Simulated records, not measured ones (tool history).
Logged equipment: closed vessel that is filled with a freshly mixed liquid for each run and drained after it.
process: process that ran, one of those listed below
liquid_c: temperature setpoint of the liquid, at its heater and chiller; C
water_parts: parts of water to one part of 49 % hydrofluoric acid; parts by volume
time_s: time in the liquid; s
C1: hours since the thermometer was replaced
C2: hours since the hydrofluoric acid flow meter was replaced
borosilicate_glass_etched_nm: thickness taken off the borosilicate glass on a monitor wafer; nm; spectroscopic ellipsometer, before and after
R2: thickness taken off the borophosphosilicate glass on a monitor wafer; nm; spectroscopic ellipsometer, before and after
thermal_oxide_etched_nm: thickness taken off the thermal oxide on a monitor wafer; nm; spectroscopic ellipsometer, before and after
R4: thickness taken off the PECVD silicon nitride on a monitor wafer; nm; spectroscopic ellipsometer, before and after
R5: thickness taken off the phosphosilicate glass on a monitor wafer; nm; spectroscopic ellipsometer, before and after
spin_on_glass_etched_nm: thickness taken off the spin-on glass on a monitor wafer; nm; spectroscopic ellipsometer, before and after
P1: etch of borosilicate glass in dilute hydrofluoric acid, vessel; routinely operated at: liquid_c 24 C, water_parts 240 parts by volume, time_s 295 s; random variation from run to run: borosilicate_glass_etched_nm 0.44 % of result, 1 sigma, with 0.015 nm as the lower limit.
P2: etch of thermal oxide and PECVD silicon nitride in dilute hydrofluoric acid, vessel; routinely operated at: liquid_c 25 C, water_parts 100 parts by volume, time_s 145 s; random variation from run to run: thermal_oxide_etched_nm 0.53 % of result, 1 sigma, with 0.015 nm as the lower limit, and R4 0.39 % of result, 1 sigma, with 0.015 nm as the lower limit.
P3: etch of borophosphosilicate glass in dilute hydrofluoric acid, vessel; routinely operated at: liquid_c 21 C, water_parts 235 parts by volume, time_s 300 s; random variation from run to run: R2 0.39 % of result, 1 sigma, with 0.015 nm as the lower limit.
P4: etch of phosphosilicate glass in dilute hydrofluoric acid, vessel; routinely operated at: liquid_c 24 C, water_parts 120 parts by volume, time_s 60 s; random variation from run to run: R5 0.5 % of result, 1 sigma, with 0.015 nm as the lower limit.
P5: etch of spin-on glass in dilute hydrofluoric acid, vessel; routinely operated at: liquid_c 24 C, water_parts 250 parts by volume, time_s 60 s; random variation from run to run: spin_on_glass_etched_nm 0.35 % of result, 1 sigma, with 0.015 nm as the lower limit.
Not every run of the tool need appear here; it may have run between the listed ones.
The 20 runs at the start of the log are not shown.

{"run": 21, "day": 4.096, "process": "P1", "liquid_c": 24, "water_parts": 240, "time_s": 495, "C1": 1363.9, "C2": 72.8, "borosilicate_glass_etched_nm": 47.483}
{"run": 22, "day": 4.325, "process": "P5", "liquid_c": 28.5, "water_parts": 250, "time_s": 60, "C1": 1369.4, "C2": 78.3, "spin_on_glass_etched_nm": 8.7567}
{"run": 23, "day": 4.583, "process": "P2", "liquid_c": 25, "water_parts": 170, "time_s": 145, "C1": 1375.6, "C2": 84.5, "thermal_oxide_etched_nm": 4.1733, "R4": 5.2312}
{"run": 24, "day": 4.742, "process": "P1", "liquid_c": 17, "water_parts": 240, "time_s": 295, "C1": 1379.4, "C2": 88.3, "borosilicate_glass_etched_nm": 21.864}
{"run": 25, "day": 4.888, "process": "P1", "liquid_c": 24, "water_parts": 415, "time_s": 295, "C1": 1382.9, "C2": 91.8, "borosilicate_glass_etched_nm": 13.836}
{"run": 26, "day": 5.154, "process": "P1", "liquid_c": 24, "water_parts": 95, "time_s": 295, "C1": 1389.3, "C2": 98.2, "borosilicate_glass_etched_nm": 84.774}
{"run": 27, "day": 5.338, "process": "P1", "liquid_c": 29.5, "water_parts": 240, "time_s": 295, "C1": 1393.7, "C2": 102.6, "borosilicate_glass_etched_nm": 34.374}
{"run": 28, "day": 5.562, "process": "P1", "liquid_c": 24, "water_parts": 240, "time_s": 295, "C1": 1399.1, "C2": 108, "borosilicate_glass_etched_nm": 28.562}
{"run": 29, "day": 5.817, "process": "P3", "liquid_c": 17, "water_parts": 235, "time_s": 300, "C1": 1405.2, "C2": 114.1, "R2": 43.762}
{"run": 30, "day": 5.95, "process": "P1", "liquid_c": 18.5, "water_parts": 360, "time_s": 295, "C1": 1408.4, "C2": 117.3, "borosilicate_glass_etched_nm": 13.956}
{"run": 31, "day": 6.112, "process": "P1", "liquid_c": 24, "water_parts": 240, "time_s": 295, "C1": 1412.3, "C2": 121.2, "borosilicate_glass_etched_nm": 28.163}
{"run": 32, "day": 6.317, "process": "P5", "liquid_c": 24, "water_parts": 250, "time_s": 60, "C1": 1417.2, "C2": 126.1, "spin_on_glass_etched_nm": 7.5632}
{"run": 33, "day": 6.446, "process": "P1", "liquid_c": 24, "water_parts": 240, "time_s": 295, "C1": 1420.3, "C2": 129.2, "borosilicate_glass_etched_nm": 28.221}
{"run": 34, "day": 6.588, "process": "P1", "liquid_c": 24, "water_parts": 240, "time_s": 295, "C1": 1423.7, "C2": 132.6, "borosilicate_glass_etched_nm": 27.905}
{"run": 35, "day": 6.767, "process": "P1", "liquid_c": 24, "water_parts": 240, "time_s": 295, "C1": 1428, "C2": 136.9, "borosilicate_glass_etched_nm": 27.168}
{"run": 36, "day": 6.888, "process": "P1", "liquid_c": 24, "water_parts": 240, "time_s": 295, "C1": 1430.9, "C2": 139.8, "borosilicate_glass_etched_nm": 27.23}
{"run": 37, "day": 7.133, "process": "P1", "liquid_c": 24, "water_parts": 240, "time_s": 295, "C1": 1436.8, "C2": 145.7, "borosilicate_glass_etched_nm": 26.906}
{"run": 38, "day": 7.262, "process": "P1", "liquid_c": 24, "water_parts": 240, "time_s": 295, "C1": 1439.9, "C2": 148.8, "borosilicate_glass_etched_nm": 26.923}
{"run": 39, "day": 7.517, "process": "P1", "liquid_c": 24, "water_parts": 240, "time_s": 295, "C1": 1446, "C2": 154.9, "borosilicate_glass_etched_nm": 26.785}
{"run": 40, "day": 7.758, "process": "P1", "liquid_c": 24, "water_parts": 240, "time_s": 295, "C1": 1451.8, "C2": 160.7, "borosilicate_glass_etched_nm": 26.914}

Forecast run 41:
{"run": 41, "day": 7.925, "process": "P1", "liquid_c": 24, "water_parts": 240, "time_s": 295, "C1": 1455.8, "C2": 164.7, "borosilicate_glass_etched_nm": "?"}

borosilicate_glass_etched_nm: 26.654 nm

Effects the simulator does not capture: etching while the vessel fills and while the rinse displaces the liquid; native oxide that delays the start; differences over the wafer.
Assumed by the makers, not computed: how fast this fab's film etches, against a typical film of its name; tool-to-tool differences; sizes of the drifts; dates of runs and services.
